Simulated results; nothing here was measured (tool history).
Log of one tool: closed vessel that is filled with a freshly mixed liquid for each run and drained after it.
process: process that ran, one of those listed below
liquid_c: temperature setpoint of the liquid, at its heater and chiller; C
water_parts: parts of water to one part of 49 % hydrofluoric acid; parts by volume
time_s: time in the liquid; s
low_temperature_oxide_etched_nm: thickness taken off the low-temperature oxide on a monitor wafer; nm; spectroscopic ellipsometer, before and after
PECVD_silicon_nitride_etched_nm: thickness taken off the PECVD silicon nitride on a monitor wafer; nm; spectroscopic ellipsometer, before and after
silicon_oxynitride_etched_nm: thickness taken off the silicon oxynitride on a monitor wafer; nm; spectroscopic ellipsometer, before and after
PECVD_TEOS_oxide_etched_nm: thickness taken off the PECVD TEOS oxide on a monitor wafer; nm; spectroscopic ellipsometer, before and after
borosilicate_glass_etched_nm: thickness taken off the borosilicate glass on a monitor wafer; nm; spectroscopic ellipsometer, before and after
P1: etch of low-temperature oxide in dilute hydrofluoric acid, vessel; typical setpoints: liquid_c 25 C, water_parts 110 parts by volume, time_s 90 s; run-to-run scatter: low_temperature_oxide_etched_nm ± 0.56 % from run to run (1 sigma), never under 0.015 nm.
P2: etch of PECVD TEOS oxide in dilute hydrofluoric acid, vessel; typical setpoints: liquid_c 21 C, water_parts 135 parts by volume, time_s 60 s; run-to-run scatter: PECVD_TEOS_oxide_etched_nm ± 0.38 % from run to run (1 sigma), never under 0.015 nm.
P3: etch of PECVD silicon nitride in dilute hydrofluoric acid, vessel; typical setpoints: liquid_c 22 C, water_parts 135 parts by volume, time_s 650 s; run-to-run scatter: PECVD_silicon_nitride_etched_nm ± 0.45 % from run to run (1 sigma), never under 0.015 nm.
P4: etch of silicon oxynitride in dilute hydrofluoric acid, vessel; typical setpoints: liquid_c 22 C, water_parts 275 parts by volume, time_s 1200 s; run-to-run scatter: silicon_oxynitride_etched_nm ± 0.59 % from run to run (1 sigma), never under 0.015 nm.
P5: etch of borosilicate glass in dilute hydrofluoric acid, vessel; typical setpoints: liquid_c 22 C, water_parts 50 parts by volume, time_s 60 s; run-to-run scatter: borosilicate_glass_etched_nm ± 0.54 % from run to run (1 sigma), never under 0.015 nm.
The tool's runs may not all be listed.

run   hour  process  liquid_c  water_parts  time_s  low_temperature_oxide_etched_nm  PECVD_silicon_nitride_etched_nm  silicon_oxynitride_etched_nm  PECVD_TEOS_oxide_etched_nm  borosilicate_glass_etched_nm
  1    8.9       P1        25          110      90                           10.888
  2   20.5       P3        22          135     975                                                            18.844
  3   26.3       P4        22          275    1200                                                                                          4.8989
  4   35.9       P2        21          225      60                                                                                                                      3.1216
  5   46.5       P2        28          135      60                                                                                                                      7.4661
  6   52.6       P1        25          110      30                           3.5474
  7     59       P5        22           85      60                                                                                                                                                    16.236
  8     69       P3        22          250     650                                                            6.9493
  9   75.6       P5        22           50      60                                                                                                                                                    29.071
 10   83.6       P1        25          110      90                           10.798
 11   89.5       P1      20.5          110      30                           2.9743
 12   96.3       P2        21          135      30                                                                                                                      2.8726
 13  102.5       P4        22          275    1200                                                                                          4.9433
 14  107.9       P1        25          110      90                           10.825
 15  113.5       P4        30          275    1200                                                                                          6.8976
 16  120.7       P1        25           45      90                           28.529
 17  129.8       P1        25          185      90                           5.8584
 18  136.7       P5        22           50      30                                                                                                                                                    14.384
 19    146       P3        17          135     650                                                            9.0667
 20  155.9       P1        25          110      90                           10.739

Expected results for the next run?
 21  165.7       P1        29          110      90                                ?

Run 21 measured low_temperature_oxide_etched_nm 12.453 nm.
